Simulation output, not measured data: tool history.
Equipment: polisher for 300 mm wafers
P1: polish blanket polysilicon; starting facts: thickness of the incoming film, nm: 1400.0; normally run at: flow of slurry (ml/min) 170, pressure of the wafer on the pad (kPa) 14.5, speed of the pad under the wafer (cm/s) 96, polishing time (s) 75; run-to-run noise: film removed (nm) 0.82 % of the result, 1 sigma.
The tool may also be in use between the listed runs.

run   hour  flow of slurry (ml/min)  pressure of the wafer on the pad (kPa)  speed of the pad under the wafer (cm/s)  polishing time (s)  wafers polished on this pad  hours since the slurry nozzle was cleaned  hours since the head pressure was calibrated  film removed (nm)
  1   12.9                      170                                    14.5                                       96                  75                          458                                      355.9                                         230.4             519.01
  2   23.1                      225                                    14.5                                       96                  75                          561                                      366.1                                         240.6             534.87
  3   35.6                      170                                    14.5                                       96                  41                          686                                      378.6                                         253.1             283.83
  4   43.7                      170                                    22.8                                       96                  75                          767                                      386.7                                         261.2             807.47
  5   55.5                      170                                     8.3                                       96                  75                          885                                      398.5                                         273.0             292.72
  6   62.3                      100                                    14.5                                       96                  75                          953                                      405.3                                         279.8             467.45
  7   75.8                      170                                    14.5                                       44                  75                         1089                                      418.8                                         293.3             236.44
  8   83.1                      170                                    14.5                                       96                  75                         1162                                      426.1                                         300.6             513.16
      87.8  -- worn pad replaced by a new one
  9   94.4                      170                                    14.5                                       96                  75                           66                                      437.4                                         311.9             521.74
 10  107.7                      170                                    14.5                                       96                 115                          200                                      450.7                                         325.2             803.79
 11  120.3                      220                                    20.0                                       96                  75                          326                                      463.3                                         337.8             746.07
 12  134.4                      170                                    14.5                                      142                  75                          467                                      477.4                                         351.9             771.05
 13  142.2                      170                                    14.5                                       96                  75                          545                                      485.2                                         359.7             513.51
 14  153.1                      170                                    14.5                                       96                  75                          655                                      496.1                                         370.6             511.92
 15  166.1                      170                                    14.5                                       96                  75                          785                                      509.1                                         383.6             513.38
 16  175.1                      170                                    14.5                                       96                  75                          875                                      518.1                                         392.6             509.29
 17  188.4                      170                                    14.5                                       96                  75                         1008                                      531.4                                         405.9             495.14
 18  201.2                      170                                    14.5                                       96                  75                         1137                                      544.2                                         418.7             500.21
 19  208.5                      170                                    14.5                                       96                  75                         1210                                      551.5                                         426.0             494.54
 20  223.0                      170                                    14.5                                       96                  75                         1355                                      566.0                                         440.5             490.72
     229.6  -- worn pad replaced by a new one
 21  235.7                      170                                    14.5                                       96                  75                           62                                      578.7                                         453.2             486.07
 22  248.1                      170                                    14.5                                       96                  75                          186                                      591.1                                         465.6             495.76
 23  261.4                      170                                    14.5                                       96                  75                          319                                      604.4                                         478.9             487.89
 24  271.7                      170                                    14.5                                       96                  75                          422                                      614.7                                         489.2             490.19
 25  283.6                      170                                    14.5                                       96                  75                          542                                      626.6                                         501.1             496.68

What P1 gives has crept off from where it sat before. The 2 causes that follow fit the log equally well, each at the size noted:
A: head's pressure below its setpoint, % = 5.54
B: slurry flow missing at the pad, % = 27.4
The gradual shift began around hour 153.1.
Other possible causes, and why each is ruled out:
removal rate lost through wear of the pad, %: serviced at hour 229.6, after the drift had started, without restoring the earlier output

Of the 4 check runs below, each run on 3 wafers with the results averaged and each result still a question mark, which one would tell the listed causes apart?
check 1  295.5                      100                                    18.6                                       96                  75                                                                                                                                        ?
check 2  295.5                      170                                    11.7                                       96                 110                                                                                                                                        ?
check 3  295.5                      170                                    22.1                                       96                  75                                                                                                                                        ?
check 4  295.5                      170                                    20.7                                       52                  75                                                                                                                                        ?

Expected result of each check under each candidate cause:
  check             result    if A    if B
check 1  film removed (nm)  567.52  548.28
check 2  film removed (nm)  581.84  581.84
check 3  film removed (nm)  746.75  746.74
check 4  film removed (nm)  379.21  379.21
Smallest distance between any two causes, each pair judged by its most separating result, in per cent: check 1 3.45 %; check 2 0 %; check 3 0 %; check 4 0 %
Of the check runs offered, only check 1 discriminates between the causes; the rest would read about the same regardless of which cause applies.

Check 1 was carried out, with these results: film removed (nm) 568.14. Which of the listed causes is responsible?

It is A: head's pressure below its setpoint, %.
